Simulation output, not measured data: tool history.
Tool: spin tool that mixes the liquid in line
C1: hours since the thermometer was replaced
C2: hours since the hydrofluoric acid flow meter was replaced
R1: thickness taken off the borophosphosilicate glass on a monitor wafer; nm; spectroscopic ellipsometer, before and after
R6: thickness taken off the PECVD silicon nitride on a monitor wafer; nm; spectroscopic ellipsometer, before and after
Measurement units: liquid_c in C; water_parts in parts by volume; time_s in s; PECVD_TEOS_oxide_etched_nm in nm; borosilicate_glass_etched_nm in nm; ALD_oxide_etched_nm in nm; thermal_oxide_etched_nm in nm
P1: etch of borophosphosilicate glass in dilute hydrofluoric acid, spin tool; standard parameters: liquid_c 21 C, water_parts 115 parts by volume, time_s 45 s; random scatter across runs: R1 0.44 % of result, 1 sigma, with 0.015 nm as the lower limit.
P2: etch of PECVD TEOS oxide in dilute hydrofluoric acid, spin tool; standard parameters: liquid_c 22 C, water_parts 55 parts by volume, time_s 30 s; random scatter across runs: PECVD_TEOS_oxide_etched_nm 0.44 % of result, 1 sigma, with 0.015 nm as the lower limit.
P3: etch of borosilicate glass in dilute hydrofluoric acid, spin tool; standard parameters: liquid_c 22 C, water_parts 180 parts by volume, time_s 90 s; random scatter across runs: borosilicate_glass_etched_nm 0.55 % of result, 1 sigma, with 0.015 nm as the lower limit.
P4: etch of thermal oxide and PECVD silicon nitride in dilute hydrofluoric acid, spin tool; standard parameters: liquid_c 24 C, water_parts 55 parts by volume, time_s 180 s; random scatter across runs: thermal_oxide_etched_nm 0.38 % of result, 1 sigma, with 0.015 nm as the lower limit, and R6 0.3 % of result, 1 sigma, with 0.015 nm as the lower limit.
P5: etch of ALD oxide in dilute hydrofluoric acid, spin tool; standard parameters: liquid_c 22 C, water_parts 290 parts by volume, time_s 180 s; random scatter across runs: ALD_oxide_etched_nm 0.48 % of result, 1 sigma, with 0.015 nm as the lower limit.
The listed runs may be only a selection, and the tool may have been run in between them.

Run 1, hour 17.3: process P1, liquid_c 21 C, water_parts 115 parts by volume, time_s 45 s; C1 1096.8; C2 296.9. Result: R1 15.338 nm.
Run 2, hour 31: process P2, liquid_c 22 C, water_parts 55 parts by volume, time_s 60 s; C1 1110.5; C2 310.6. Result: PECVD_TEOS_oxide_etched_nm 22.53 nm.
Run 3, hour 48.1: process P2, liquid_c 22 C, water_parts 100 parts by volume, time_s 30 s; C1 1127.6; C2 327.7. Result: PECVD_TEOS_oxide_etched_nm 5.8552 nm.
Run 4, hour 60.3: process P3, liquid_c 22 C, water_parts 180 parts by volume, time_s 90 s; C1 1139.8; C2 339.9. Result: borosilicate_glass_etched_nm 11.926 nm.
Run 5, hour 68.4: process P5, liquid_c 22 C, water_parts 290 parts by volume, time_s 25 s; C1 1147.9; C2 348. Result: ALD_oxide_etched_nm 1.607 nm.
Run 6, hour 77: process P3, liquid_c 22 C, water_parts 105 parts by volume, time_s 90 s; C1 1156.5; C2 356.6. Result: borosilicate_glass_etched_nm 22.347 nm.
Run 7, hour 86.8: process P1, liquid_c 21 C, water_parts 160 parts by volume, time_s 45 s; C1 1166.3; C2 366.4. Result: R1 10.542 nm.
Run 8, hour 102.9: process P1, liquid_c 21 C, water_parts 115 parts by volume, time_s 45 s; C1 1182.4; C2 382.5. Result: R1 15.33 nm.
Run 9, hour 114.1: process P1, liquid_c 21 C, water_parts 70 parts by volume, time_s 45 s; C1 1193.6; C2 393.7. Result: R1 26.212 nm.
Run 10, hour 127.3: process P3, liquid_c 30 C, water_parts 180 parts by volume, time_s 90 s; C1 1206.8; C2 406.9. Result: borosilicate_glass_etched_nm 16.016 nm.
Run 11, hour 137.8: process P4, liquid_c 24 C, water_parts 55 parts by volume, time_s 180 s; C1 1217.3; C2 417.4. Result: thermal_oxide_etched_nm 15.993 nm, R6 18.82 nm.
Run 12, hour 153.2: process P1, liquid_c 21 C, water_parts 115 parts by volume, time_s 45 s; C1 1232.7; C2 432.8. Result: R1 15.173 nm.
Run 13, hour 170.1: process P1, liquid_c 21 C, water_parts 115 parts by volume, time_s 45 s; C1 1249.6; C2 449.7. Result: R1 15.305 nm.
Run 14, hour 182.4: process P1, liquid_c 25 C, water_parts 115 parts by volume, time_s 30 s; C1 1261.9; C2 462. Result: R1 12.055 nm.
Run 15, hour 199.4: process P1, liquid_c 17 C, water_parts 115 parts by volume, time_s 45 s; C1 1278.9; C2 479. Result: R1 13.046 nm.
Run 16, hour 211.8: process P1, liquid_c 28.5 C, water_parts 115 parts by volume, time_s 45 s; C1 1291.3; C2 491.4. Result: R1 20.572 nm.
Run 17, hour 220.4: process P1, liquid_c 21 C, water_parts 115 parts by volume, time_s 45 s; C1 1299.9; C2 500. Result: R1 15.315 nm.
Run 18, hour 230.9: process P4, liquid_c 17 C, water_parts 55 parts by volume, time_s 180 s; C1 1310.4; C2 510.5. Result: thermal_oxide_etched_nm 11.97 nm, R6 11.548 nm.
Run 19, hour 246.8: process P2, liquid_c 22 C, water_parts 55 parts by volume, time_s 30 s; C1 1326.3; C2 526.4. Result: PECVD_TEOS_oxide_etched_nm 11.202 nm.
Run 20, hour 258.5: process P4, liquid_c 24 C, water_parts 20 parts by volume, time_s 180 s; C1 1338; C2 538.1. Result: thermal_oxide_etched_nm 46.255 nm, R6 49.92 nm.
Run 21, hour 270.9: process P5, liquid_c 22 C, water_parts 290 parts by volume, time_s 180 s; C1 1350.4; C2 550.5. Result: ALD_oxide_etched_nm 11.809 nm.
Run 22, hour 288.1: process P3, liquid_c 22 C, water_parts 180 parts by volume, time_s 165 s; C1 1367.6; C2 567.7. Result: borosilicate_glass_etched_nm 21.873 nm.

Forecast run 23:
Run 23, hour 299.3: process P4, liquid_c 24 C, water_parts 55 parts by volume, time_s 365 s; C1 1378.8; C2 578.9. Result: thermal_oxide_etched_nm ?, R6 ?.

For run 23 the tool returned thermal_oxide_etched_nm 32.684 nm, R6 37.865 nm.

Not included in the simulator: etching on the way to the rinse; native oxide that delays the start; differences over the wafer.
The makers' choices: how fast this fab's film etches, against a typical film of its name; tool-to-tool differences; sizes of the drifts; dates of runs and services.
